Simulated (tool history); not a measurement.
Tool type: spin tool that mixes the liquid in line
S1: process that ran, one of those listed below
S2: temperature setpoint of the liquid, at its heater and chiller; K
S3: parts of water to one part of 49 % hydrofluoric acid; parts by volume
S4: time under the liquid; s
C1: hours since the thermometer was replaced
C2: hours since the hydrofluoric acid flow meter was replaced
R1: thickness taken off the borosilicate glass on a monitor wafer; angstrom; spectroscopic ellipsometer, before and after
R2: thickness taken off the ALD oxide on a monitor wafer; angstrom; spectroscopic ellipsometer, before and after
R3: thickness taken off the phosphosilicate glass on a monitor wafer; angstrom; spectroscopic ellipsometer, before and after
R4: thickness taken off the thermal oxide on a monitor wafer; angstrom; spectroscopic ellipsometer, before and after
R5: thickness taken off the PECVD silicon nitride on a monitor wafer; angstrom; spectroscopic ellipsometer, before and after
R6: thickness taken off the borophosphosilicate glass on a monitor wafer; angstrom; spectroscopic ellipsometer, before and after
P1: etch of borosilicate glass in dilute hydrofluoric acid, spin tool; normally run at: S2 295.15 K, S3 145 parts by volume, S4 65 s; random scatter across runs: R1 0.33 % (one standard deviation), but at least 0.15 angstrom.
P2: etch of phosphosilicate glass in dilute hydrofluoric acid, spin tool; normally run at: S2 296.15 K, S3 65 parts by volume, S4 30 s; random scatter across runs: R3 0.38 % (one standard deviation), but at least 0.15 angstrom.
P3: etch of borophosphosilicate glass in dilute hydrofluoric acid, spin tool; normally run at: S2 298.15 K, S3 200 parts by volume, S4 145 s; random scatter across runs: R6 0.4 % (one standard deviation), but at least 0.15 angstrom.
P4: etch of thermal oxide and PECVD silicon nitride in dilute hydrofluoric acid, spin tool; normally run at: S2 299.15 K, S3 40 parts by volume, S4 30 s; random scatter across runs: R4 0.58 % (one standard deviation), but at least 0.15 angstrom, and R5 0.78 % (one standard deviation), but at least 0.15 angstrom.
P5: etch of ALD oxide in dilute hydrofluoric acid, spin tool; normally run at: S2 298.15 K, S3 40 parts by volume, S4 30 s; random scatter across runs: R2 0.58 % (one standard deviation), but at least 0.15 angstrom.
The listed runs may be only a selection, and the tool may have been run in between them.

run    day  S1      S2   S3   S4     C1     C2       R1      R2      R3      R4      R5      R6
  1  0.096  P1  295.15  145   65  469.6  618.5  129.800
  2  0.246  P5  298.15   40   30  473.2  622.1           166.84
  3  0.329  P2  296.15   65   30  475.2  624.1                   406.96
  4  0.492  P4  299.15   40   15  479.1  628.0                           20.421  17.245
  5  0.600  P1  295.15  145  115  481.7  630.6  228.050
  6  0.696  P3  291.15  200  145  484.0  632.9                                           247.12
  7  0.871  P5  298.15   60   30  488.2  637.1           108.88
  8  0.954  P1  290.65  215   65  490.2  639.1   68.434
  9  1.088  P1  295.15  145   65  493.4  642.3  129.000
 10  1.192  P3  298.15  200  270  495.9  644.8                                           595.94
 11  1.271  P3  298.15  200  145  497.8  646.7                                           322.35
 12  1.362  P1  295.15  145   65  500.0  648.9  129.380
 13  1.508  P1  295.15  145   15  503.5  652.4   29.706
 14  1.638  P5  306.15   40   30  506.6  655.5           228.72
 15  1.738  P1  295.15  145   65  509.0  657.9  129.340
 16  1.858  P1  295.15   60   65  511.9  660.8  345.570
 17  1.958  P2  296.15   65   50  514.3  663.2                   680.82
 18  2.079  P3  298.15   85  145  517.2  666.1                                           870.85
 19  2.233  P4  299.15   40   30  520.9  669.8                           40.800  33.861
 20  2.362  P5  298.15   40   30  524.0  672.9           166.92
 21  2.488  P2  296.15  110   30  527.0  675.9                   228.09
 22  2.588  P4  299.15   20   30  529.4  678.3                           83.927  65.875
 23  2.679  P1  302.65  145   65  531.6  680.5  172.720
     2.692  -- thermometer replaced
 24  2.767  P4  305.15   40   30    1.9  682.6                           51.865  49.914
 25  2.900  P1  295.15  245   65    5.1  685.8   69.126
 26  3.025  P5  298.15   40   60    8.1  688.8           332.14
 27  3.121  P1  295.15  145   65   10.4  691.1  129.600
 28  3.254  P1  295.15  145   65   13.6  694.3  130.150
 29  3.362  P2  292.65   65   30   16.2  696.9                   351.33
 30  3.446  P1  290.15  145   65   18.2  698.9  105.900
 31  3.625  P1  295.15  145   65   22.5  703.2  130.300
 32  3.762  P1  295.15  145   65   25.8  706.5  129.660
 33  3.892  P1  295.15  145   65   28.9  709.6  127.290
 34  4.042  P1  295.15  145   65   32.5  713.2  125.680
 35  4.221  P1  295.15  145   65   36.8  717.5  124.340
 36  4.392  P1  295.15  145   65   40.9  721.6  123.740
 37  4.483  P1  295.15  145   65   43.1  723.8  123.590
 38  4.654  P1  295.15  145   65   47.2  727.9  123.060
 39  4.771  P1  295.15  145   65   50.0  730.7  122.630
 40  4.925  P1  295.15  145   65   53.7  734.4  121.340
 41  5.008  P1  295.15  145   65   55.7  736.4  122.660
 42  5.183  P1  295.15  145   65   59.9  740.6  122.050
 43  5.292  P1  295.15  145   65   62.5  743.2  122.620

The output of P1 has drifted from where it used to be. Each of the 2 causes below, taken at the size shown beside it, accounts for the log equally well:
A: hydrofluoric acid flow below the setpoint (%) = 4.9
B: liquid colder than its thermometer reads (K) = 1.48
The gradual shift began around day 3.762.

You are offered 4 check runs, listed below with question marks in place of their results; each one averages 2 wafers. Which run separates the listed causes by giving clearly different results for each?
check 1  5.400  P5  304.15   40   50               ?
check 2  5.400  P3  298.15   90  145                               ?
check 3  5.400  P2  296.15  105   30                   ?
check 4  5.400  P4  302.15   40   30                       ?   ?

Check results expected under each cause:
  check  result    if A    if B
check 1      R2  334.80  333.13
check 2      R6  769.20  767.08
check 3      R3  226.66  226.05
check 4      R4  43.722  43.457
check 4      R5  39.142  37.311
Per-check spread between the two closest causes, in the result where they differ most: check 1 0.5 %; check 2 0.28 %; check 3 0.27 %; check 4 4.79 %
Of the check runs offered, only check 4 discriminates between the causes; the rest would read about the same regardless of which cause applies.

Check 4 was then run and gave: R4 43.533 angstrom; R5 37.074 angstrom. Which cause is it?

B is the cause: liquid colder than its thermometer reads (K).

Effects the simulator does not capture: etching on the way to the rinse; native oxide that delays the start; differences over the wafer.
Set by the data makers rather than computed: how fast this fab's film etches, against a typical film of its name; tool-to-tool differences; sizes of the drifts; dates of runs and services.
